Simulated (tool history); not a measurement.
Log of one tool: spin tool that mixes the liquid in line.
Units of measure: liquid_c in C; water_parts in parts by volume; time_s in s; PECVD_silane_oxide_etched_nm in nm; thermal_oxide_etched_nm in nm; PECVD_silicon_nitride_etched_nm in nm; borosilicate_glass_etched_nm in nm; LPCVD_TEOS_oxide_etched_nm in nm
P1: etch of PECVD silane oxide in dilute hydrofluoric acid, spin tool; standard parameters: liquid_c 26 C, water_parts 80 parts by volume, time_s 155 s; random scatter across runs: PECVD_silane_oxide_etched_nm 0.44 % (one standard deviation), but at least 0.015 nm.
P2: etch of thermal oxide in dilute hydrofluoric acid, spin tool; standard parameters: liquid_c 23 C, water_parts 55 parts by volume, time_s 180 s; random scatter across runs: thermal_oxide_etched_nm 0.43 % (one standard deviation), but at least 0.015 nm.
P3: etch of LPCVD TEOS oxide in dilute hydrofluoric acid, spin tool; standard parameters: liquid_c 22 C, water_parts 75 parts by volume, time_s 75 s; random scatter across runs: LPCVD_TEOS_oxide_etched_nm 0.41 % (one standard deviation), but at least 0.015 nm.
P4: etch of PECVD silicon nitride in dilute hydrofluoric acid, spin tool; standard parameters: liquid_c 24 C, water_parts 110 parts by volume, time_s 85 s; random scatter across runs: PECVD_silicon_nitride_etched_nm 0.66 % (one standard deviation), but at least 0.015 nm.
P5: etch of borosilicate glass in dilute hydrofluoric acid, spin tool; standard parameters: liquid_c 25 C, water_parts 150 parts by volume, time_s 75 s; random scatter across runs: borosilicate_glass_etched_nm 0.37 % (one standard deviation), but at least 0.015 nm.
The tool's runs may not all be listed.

run,day,process,liquid_c,water_parts,time_s,hours since the thermometer was replaced,hours since the hydrofluoric acid flow meter was replaced,PECVD_silane_oxide_etched_nm,thermal_oxide_etched_nm,PECVD_silicon_nitride_etched_nm,borosilicate_glass_etched_nm,LPCVD_TEOS_oxide_etched_nm
1,0.45,P1,26,80,155,633,1377,32.623,,,,
2,0.746,P1,21,80,155,640.1,1384.1,26.808,,,,
3,0.975,P1,26,80,155,645.6,1389.6,32.807,,,,
4,1.392,P2,23,100,180,655.6,1399.6,,8.4849,,,
5,1.633,P4,24,110,15,661.4,1405.4,,,0.79084,,
6,2.067,P1,26,20,155,671.8,1415.8,142.45,,,,
7,2.321,P1,26,80,155,677.9,1421.9,32.884,,,,
8,2.642,P5,30.5,150,75,685.6,1429.6,,,,10.358,
9,3.046,P3,22,135,75,695.3,1439.3,,,,,25.13
10,3.317,P3,17,75,75,701.8,1445.8,,,,,39.37
11,3.767,P4,31,110,85,712.6,1456.6,,,6.8656,,
12,4.104,P2,23,55,20,720.7,1464.7,,1.7849,,,
13,4.446,P2,23,55,180,728.9,1472.9,,16.307,,,
14,4.708,P1,22,20,155,735.2,1479.2,119.67,,,,
15,5.117,P1,34,80,155,745,1489,44.461,,,,
16,5.388,P4,24,35,85,751.5,1495.5,,,13.563,,
17,5.683,P2,17,55,180,758.6,1502.6,,12.628,,,
18,6.021,P4,24,110,85,766.7,1510.7,,,4.4469,,
19,6.279,P1,26,80,155,772.9,1516.9,32.835,,,,
20,6.6,P3,22,75,75,780.6,1524.6,,,,,48.498
21,6.8,P5,25,150,75,785.4,1529.4,,,,8.3903,
22,7.204,P5,25,150,125,795.1,1539.1,,,,13.899,
23,7.404,P3,22,75,15,799.9,1543.9,,,,,9.706
24,7.804,P4,24,110,85,809.5,1553.5,,,4.4148,,
25,8.004,P1,26,80,155,814.3,1558.3,32.706,,,,
26,8.4,P5,25,55,75,823.8,1567.8,,,,25.955,
27,8.708,P5,25,150,75,831.2,1575.2,,,,8.483,
28,9.079,P3,22,75,75,840.1,1584.1,,,,,48.526
29,9.367,P1,26,130,155,847,1591,18.936,,,,

Run 30 is up next; what results do you expect?
30,9.821,P1,26,80,15,857.9,1601.9,?,,,,

Run 30 gave PECVD_silane_oxide_etched_nm 3.164 nm.

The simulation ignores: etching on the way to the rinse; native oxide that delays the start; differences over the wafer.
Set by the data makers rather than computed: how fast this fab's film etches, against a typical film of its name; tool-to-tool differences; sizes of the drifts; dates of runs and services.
